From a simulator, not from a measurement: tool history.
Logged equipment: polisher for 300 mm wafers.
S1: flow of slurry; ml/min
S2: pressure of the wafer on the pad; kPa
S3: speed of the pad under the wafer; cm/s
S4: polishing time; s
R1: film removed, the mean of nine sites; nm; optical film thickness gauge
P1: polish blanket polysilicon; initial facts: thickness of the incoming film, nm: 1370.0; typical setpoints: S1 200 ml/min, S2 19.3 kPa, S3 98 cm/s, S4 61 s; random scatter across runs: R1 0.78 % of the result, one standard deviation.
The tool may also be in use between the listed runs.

Run 1, hour 4.9: S1 200 ml/min, S2 19.3 kPa, S3 98 cm/s, S4 61 s. Result: R1 516.03 nm.
Run 2, hour 9.8: S1 120 ml/min, S2 19.3 kPa, S3 98 cm/s, S4 61 s. Result: R1 470.72 nm.
Run 3, hour 13.8: S1 200 ml/min, S2 19.3 kPa, S3 48 cm/s, S4 61 s. Result: R1 251.29 nm.
Run 4, hour 18.4: S1 200 ml/min, S2 19.3 kPa, S3 98 cm/s, S4 61 s. Result: R1 517.35 nm.
Run 5, hour 23.3: S1 200 ml/min, S2 19.3 kPa, S3 154 cm/s, S4 61 s. Result: R1 803.23 nm.
Run 6, hour 27.0: S1 200 ml/min, S2 9.0 kPa, S3 98 cm/s, S4 61 s. Result: R1 238.06 nm.
Run 7, hour 31.7: S1 200 ml/min, S2 28.3 kPa, S3 98 cm/s, S4 61 s. Result: R1 756.89 nm.
Run 8, hour 34.8: S1 200 ml/min, S2 19.3 kPa, S3 98 cm/s, S4 87 s. Result: R1 737.92 nm.
Run 9, hour 39.4: S1 200 ml/min, S2 19.3 kPa, S3 98 cm/s, S4 61 s. Result: R1 516.67 nm.
Run 10, hour 45.5: S1 200 ml/min, S2 19.3 kPa, S3 98 cm/s, S4 61 s. Result: R1 508.12 nm.
Run 11, hour 50.1: S1 255 ml/min, S2 19.3 kPa, S3 98 cm/s, S4 61 s. Result: R1 530.56 nm.
Run 12, hour 55.3: S1 200 ml/min, S2 19.3 kPa, S3 98 cm/s, S4 38 s. Result: R1 319.33 nm.
At hour 55.5: head pressure recalibrated.
Run 13, hour 60.5: S1 200 ml/min, S2 19.3 kPa, S3 98 cm/s, S4 61 s. Result: R1 516.37 nm.
Run 14, hour 65.3: S1 200 ml/min, S2 13.1 kPa, S3 98 cm/s, S4 28 s. Result: R1 157.79 nm.
Run 15, hour 69.2: S1 200 ml/min, S2 24.1 kPa, S3 98 cm/s, S4 43 s. Result: R1 452.16 nm.
Run 16, hour 72.8: S1 120 ml/min, S2 12.4 kPa, S3 98 cm/s, S4 61 s. Result: R1 296.38 nm.
Run 17, hour 78.7: S1 200 ml/min, S2 19.3 kPa, S3 98 cm/s, S4 61 s. Result: R1 506.49 nm.
Run 18, hour 83.6: S1 200 ml/min, S2 19.3 kPa, S3 98 cm/s, S4 61 s. Result: R1 505.12 nm.
Run 19, hour 88.8: S1 200 ml/min, S2 19.3 kPa, S3 98 cm/s, S4 61 s. Result: R1 494.81 nm.
Run 20, hour 93.9: S1 200 ml/min, S2 19.3 kPa, S3 98 cm/s, S4 61 s. Result: R1 493.59 nm.
Run 21, hour 98.7: S1 200 ml/min, S2 19.3 kPa, S3 98 cm/s, S4 61 s. Result: R1 481.25 nm.
At hour 102.5: head pressure recalibrated.
Run 22, hour 104.0: S1 200 ml/min, S2 19.3 kPa, S3 98 cm/s, S4 61 s. Result: R1 492.26 nm.
Run 23, hour 108.7: S1 200 ml/min, S2 19.3 kPa, S3 98 cm/s, S4 61 s. Result: R1 493.28 nm.
Run 24, hour 113.0: S1 200 ml/min, S2 19.3 kPa, S3 98 cm/s, S4 61 s. Result: R1 487.81 nm.
Run 25, hour 117.3: S1 200 ml/min, S2 19.3 kPa, S3 98 cm/s, S4 61 s. Result: R1 485.95 nm.
Run 26, hour 122.0: S1 200 ml/min, S2 19.3 kPa, S3 98 cm/s, S4 61 s. Result: R1 486.29 nm.
Run 27, hour 126.3: S1 200 ml/min, S2 19.3 kPa, S3 98 cm/s, S4 61 s. Result: R1 481.01 nm.
Run 28, hour 131.2: S1 200 ml/min, S2 19.3 kPa, S3 98 cm/s, S4 61 s. Result: R1 481.70 nm.

Compared with where it was, what P1 gives has crept away. Each cause listed below fits the log as well as the rest, at the size given for it:
A: slurry flow missing at the pad, % = 30.7
B: removal rate lost through wear of the pad, % = 5.65
At approximately hour 78.7, the process output began to creep.
Excluded causes, each with its reason:
head's pressure below its setpoint, %: serviced at hour 102.5, after the change had begun; the process did not return to its earlier output

Each of the check runs listed below is run on 3 wafers and reports their average, with the results left as question marks. Pick the one under which the possible causes would lead to clearly different results.
Run check 1, hour 136.1: S1 200 ml/min, S2 24.8 kPa, S3 134 cm/s, S4 61 s. Result: R1 ?.
Run check 2, hour 136.1: S1 200 ml/min, S2 12.4 kPa, S3 150 cm/s, S4 61 s. Result: R1 ?.
Run check 3, hour 136.1: S1 200 ml/min, S2 9.0 kPa, S3 98 cm/s, S4 61 s. Result: R1 ?.
Run check 4, hour 136.1: S1 120 ml/min, S2 19.3 kPa, S3 98 cm/s, S4 61 s. Result: R1 ?.

Predicted outcomes, by check and by cause:
  check  result    if A    if B
check 1      R1  850.55  850.52
check 2      R1  476.05  476.04
check 3      R1  224.63  224.62
check 4      R1  428.61  443.53
How far apart the two closest causes lie, in the result that separates them most: check 1 0 %; check 2 0 %; check 3 0 %; check 4 3.42 %
Check 4 distinguishes between the causes, while the remaining checks would return nearly the same result for all of them.

The results of check 4 are: R1 424.93 nm. Based on these, which of the listed causes is it?

A is the cause: slurry flow missing at the pad, %.
